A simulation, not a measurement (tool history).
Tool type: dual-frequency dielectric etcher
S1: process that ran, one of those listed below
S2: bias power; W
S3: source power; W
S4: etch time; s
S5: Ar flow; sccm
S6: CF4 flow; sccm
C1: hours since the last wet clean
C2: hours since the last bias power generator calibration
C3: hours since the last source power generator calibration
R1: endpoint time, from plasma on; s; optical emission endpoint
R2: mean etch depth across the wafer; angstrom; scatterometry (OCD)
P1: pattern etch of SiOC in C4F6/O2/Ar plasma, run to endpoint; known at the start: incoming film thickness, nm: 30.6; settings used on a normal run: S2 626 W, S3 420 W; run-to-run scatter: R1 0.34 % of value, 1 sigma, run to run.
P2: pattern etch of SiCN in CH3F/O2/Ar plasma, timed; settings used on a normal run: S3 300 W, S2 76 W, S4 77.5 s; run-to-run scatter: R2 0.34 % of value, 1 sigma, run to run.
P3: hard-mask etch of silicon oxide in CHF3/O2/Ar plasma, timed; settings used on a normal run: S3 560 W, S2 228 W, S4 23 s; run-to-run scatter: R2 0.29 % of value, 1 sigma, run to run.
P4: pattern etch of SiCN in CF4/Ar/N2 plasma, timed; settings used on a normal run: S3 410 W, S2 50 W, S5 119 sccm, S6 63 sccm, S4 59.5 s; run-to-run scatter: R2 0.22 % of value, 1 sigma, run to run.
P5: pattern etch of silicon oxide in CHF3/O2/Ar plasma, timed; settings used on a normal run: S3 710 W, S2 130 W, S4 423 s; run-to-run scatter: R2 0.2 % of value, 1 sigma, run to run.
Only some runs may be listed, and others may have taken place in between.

run,hour,S1,S2,S3,S4,S5,S6,C1,C2,C3,R1,R2
1,5,P1,626,420,,,,54.1,1178.1,2325.2,9.0552,
2,14.2,P3,273,560,23,,,63.3,1187.3,2334.4,,514.58
3,19.8,P1,626,310,,,,68.9,1192.9,2340,10.043,
4,25.8,P1,410,420,,,,74.9,1198.9,2346,10.507,
5,33.7,P5,130,710,560.5,,,82.8,1206.8,2353.9,,10539
6,43.8,P4,50,280,59.5,119,63,92.9,1216.9,2364,,282.31
7,53.1,P1,626,540,,,,102.2,1226.2,2373.3,8.2058,
8,57.9,P1,626,420,,,,107,1231,2378.1,9.0389,
9,67.8,P2,76,300,77.5,,,116.9,1240.9,2388,,262.95
10,73.7,P1,626,420,,,,122.8,1246.8,2393.9,9.0003,
11,80.4,P4,39,410,59.5,119,63,129.5,1253.5,2400.6,,361.39
12,88.2,P4,50,410,78,119,63,137.3,1261.3,2408.4,,517.87
13,95,P4,50,410,59.5,119,46,144.1,1268.1,2415.2,,371.98
14,105.9,P5,130,560,423,,,155,1279,2426.1,,7233.2
15,116.2,P1,626,420,,,,165.3,1289.3,2436.4,9.0435,
16,125.1,P1,781,570,,,,174.2,1298.2,2445.3,7.3938,
17,132.7,P1,804,420,,,,181.8,1305.8,2452.9,8.1247,
18,138.2,P5,104,710,423,,,187.3,1311.3,2458.4,,7454.5
19,148.2,P3,228,730,23,,,197.3,1321.3,2468.4,,532.44
20,154.7,P2,76,300,77.5,,,203.8,1327.8,2474.9,,264.07
# hour 156.4: bias power generator calibrated
21,159.8,P1,626,420,,,,208.9,3.5,2480,9.0225,
# hour 166.4: wet clean of the chamber
22,168.9,P2,76,200,77.5,,,2.5,12.6,2489.1,,225.52
23,175.4,P2,76,300,50,,,9,19.1,2495.6,,169.03
24,186.1,P4,50,410,59.5,143,63,19.7,29.8,2506.3,,381.01
25,192.7,P5,130,710,423,,,26.3,36.4,2512.9,,7940.8
26,199.1,P3,228,560,34.5,,,32.7,42.8,2519.3,,720.96
27,208.3,P5,130,710,423,,,41.9,52,2528.5,,7945.2
28,214,P2,102,300,77.5,,,47.6,57.7,2534.2,,294.36
29,219.9,P4,50,410,59.5,119,63,53.5,63.6,2540.1,,394.66
30,224.8,P3,228,560,23,,,58.4,68.5,2545,,480.24
31,235.2,P1,626,420,,,,68.8,78.9,2555.4,9.0499,
32,244.2,P1,626,420,,,,77.8,87.9,2564.4,8.9524,
33,250.1,P1,626,420,,,,83.7,93.8,2570.3,8.941,
34,256.8,P1,626,420,,,,90.4,100.5,2577,8.9374,
35,262,P1,626,420,,,,95.6,105.7,2582.2,8.9499,
# hour 265.4: wet clean of the chamber
36,271.3,P1,626,420,,,,6,115,2591.5,8.9314,
37,278.4,P1,626,420,,,,13.1,122.1,2598.6,8.9006,
38,284,P1,626,420,,,,18.7,127.7,2604.2,8.8454,
39,292.2,P1,626,420,,,,26.9,135.9,2612.4,8.88,
40,299.6,P1,626,420,,,,34.3,143.3,2619.8,8.8723,
41,307.9,P1,626,420,,,,42.6,151.6,2628.1,8.9124,
42,315.1,P1,626,420,,,,49.8,158.8,2635.3,8.8603,

The output of P1 has drifted from where it used to be. Each of the 2 causes below, taken at the size shown beside it, accounts for the log equally well:
A: bias power that arrives over what is set, % = 4.5
B: source power that arrives over what is set, % = 4.74
At approximately hour 235.2, the process output began to creep.
Each remaining cause and why it is not a fit:
chamber walls in a state that raises the etch rate, %: serviced at hour 265.4, which brought nothing back

Which of the 4 check runs listed below separates the causes, so that each cause would produce a clearly different result? Each run uses one wafer, and its results are marked with question marks.
check 1,322.3,P5,130,710,423,,,,,,,?
check 2,322.3,P4,50,410,59.5,119,63,,,,,?
check 3,322.3,P2,76,300,77.5,,,,,,,?
check 4,322.3,P3,228,560,23,,,,,,,?

How each check would come out, cause by cause:
check,result,if A,if B
check 1,R2,8059.3,8095.6
check 2,R2,399.43,409.9
check 3,R2,267.21,267.51
check 4,R2,487.49,488.39
Gap, in per cent, between the two causes that each check separates least, read from the result that separates them most: check 1 0.45 %; check 2 2.59 %; check 3 0.11 %; check 4 0.19 %
Only check 2 tells the causes apart: in the others they would give nearly the same result.

Here is what check 2 returned: R2 410.44 angstrom. Which cause is it?

B is the cause: source power that arrives over what is set, %.
